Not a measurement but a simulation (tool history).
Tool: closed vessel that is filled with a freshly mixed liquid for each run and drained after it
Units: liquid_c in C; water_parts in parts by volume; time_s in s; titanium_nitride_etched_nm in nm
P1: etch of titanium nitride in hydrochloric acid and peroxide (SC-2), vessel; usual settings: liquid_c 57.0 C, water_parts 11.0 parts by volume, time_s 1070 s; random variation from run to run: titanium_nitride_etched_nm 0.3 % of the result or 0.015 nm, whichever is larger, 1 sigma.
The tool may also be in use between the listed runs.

| run | day | liquid_c | water_parts | time_s | hours since the thermometer was replaced | hours since the chemicals flow meter was replaced | hours since the drum of peroxide was connected | titanium_nitride_etched_nm |
|---|---|---|---|---|---|---|---|---|
| 1 | 0.600 | 57.0 | 11.0 | 1070 | 338.6 | 591.0 | 355.2 | 24.0360 |
| 2 | 1.004 | 57.0 | 11.0 | 1070 | 348.3 | 600.7 | 364.9 | 23.8820 |
|  | 1.225 | thermometer replaced |
| 3 | 1.558 | 42.0 | 16.5 | 1070 | 8.1 | 614.0 | 378.2 | 6.1713 |
| 4 | 1.979 | 57.0 | 20.0 | 1070 | 18.2 | 624.1 | 388.3 | 14.1380 |
| 5 | 2.554 | 66.5 | 11.0 | 1070 | 32.0 | 637.9 | 402.1 | 43.1450 |
| 6 | 3.200 | 57.0 | 4.0 | 1070 | 47.5 | 653.4 | 417.6 | 51.9300 |
| 7 | 3.900 | 57.0 | 11.0 | 1070 | 64.3 | 670.2 | 434.4 | 24.0690 |
| 8 | 4.421 | 57.0 | 11.0 | 1070 | 76.8 | 682.7 | 446.9 | 24.0460 |
|  | 4.962 | new drum of peroxide connected |
| 9 | 5.092 | 57.0 | 11.0 | 1070 | 92.9 | 698.8 | 3.2 | 23.8000 |
| 10 | 5.721 | 57.0 | 11.0 | 1565 | 108.0 | 713.9 | 18.3 | 35.0430 |
| 11 | 6.346 | 42.5 | 11.0 | 1070 | 123.0 | 728.9 | 33.3 | 9.0603 |
| 12 | 6.658 | 57.0 | 11.0 | 140 | 130.5 | 736.4 | 40.8 | 3.1334 |
| 13 | 7.200 | 57.0 | 11.0 | 1070 | 143.5 | 749.4 | 53.8 | 23.9660 |
| 14 | 7.862 | 57.0 | 11.0 | 1070 | 159.4 | 765.3 | 69.7 | 23.1380 |
| 15 | 8.312 | 57.0 | 11.0 | 1070 | 170.2 | 776.1 | 80.5 | 22.6610 |
| 16 | 8.996 | 57.0 | 11.0 | 1070 | 186.6 | 792.5 | 96.9 | 22.2410 |
| 17 | 9.625 | 57.0 | 11.0 | 1070 | 201.7 | 807.6 | 112.0 | 21.9610 |
|  | 10.300 | new drum of peroxide connected |
| 18 | 10.325 | 57.0 | 11.0 | 1070 | 218.5 | 824.4 | 0.6 | 21.8490 |
| 19 | 10.733 | 57.0 | 11.0 | 1070 | 228.3 | 834.2 | 10.4 | 21.8810 |
| 20 | 11.096 | 57.0 | 11.0 | 1070 | 237.0 | 842.9 | 19.1 | 21.8530 |
| 21 | 11.429 | 57.0 | 11.0 | 1070 | 245.0 | 850.9 | 27.1 | 21.7230 |
| 22 | 11.850 | 57.0 | 11.0 | 1070 | 255.1 | 861.0 | 37.2 | 21.7060 |
| 23 | 12.317 | 57.0 | 11.0 | 1070 | 266.3 | 872.2 | 48.4 | 21.7420 |
| 24 | 12.754 | 57.0 | 11.0 | 1070 | 276.8 | 882.7 | 58.9 | 21.7670 |

What P1 gives has crept away from where it was. These 2 causes fit the log equally well, each at the size given:
A: liquid colder than its thermometer reads (K) = 1.54
B: chemicals flow below the setpoint (%) = 10.9
The creep began at about day 7.200.
Why every other cause is out:
peroxide weaker than its label (%): serviced at day 10.300, which brought nothing back

4 check runs are offered, each on 2 wafers whose results are averaged, their results left as question marks. Which one tells the causes apart?
| check 1 | 13.192 | 47.0 | 5.0 | 1070 |  |  |  | ? |
| check 2 | 13.192 | 57.0 | 14.5 | 560 |  |  |  | ? |
| check 3 | 13.192 | 57.0 | 19.0 | 500 |  |  |  | ? |
| check 4 | 13.192 | 48.0 | 17.0 | 1070 |  |  |  | ? |

What each check would give under each cause:
| check | result | if A | if B |
|---|---|---|---|
| check 1 | titanium_nitride_etched_nm | 20.7200 | 21.1660 |
| check 2 | titanium_nitride_etched_nm | 8.9460 | 8.9166 |
| check 3 | titanium_nitride_etched_nm | 6.2759 | 6.2375 |
| check 4 | titanium_nitride_etched_nm | 8.1739 | 8.1787 |
How far apart the two closest causes lie, in the result that separates them most: check 1 2.13 %; check 2 0.33 %; check 3 0.61 %; check 4 0.06 %
Check 1 tells the causes apart: in the others they would give nearly the same result.

Check 1 was then run and gave: titanium_nitride_etched_nm 20.7450 nm. Which cause is it?

It is A: liquid colder than its thermometer reads (K).
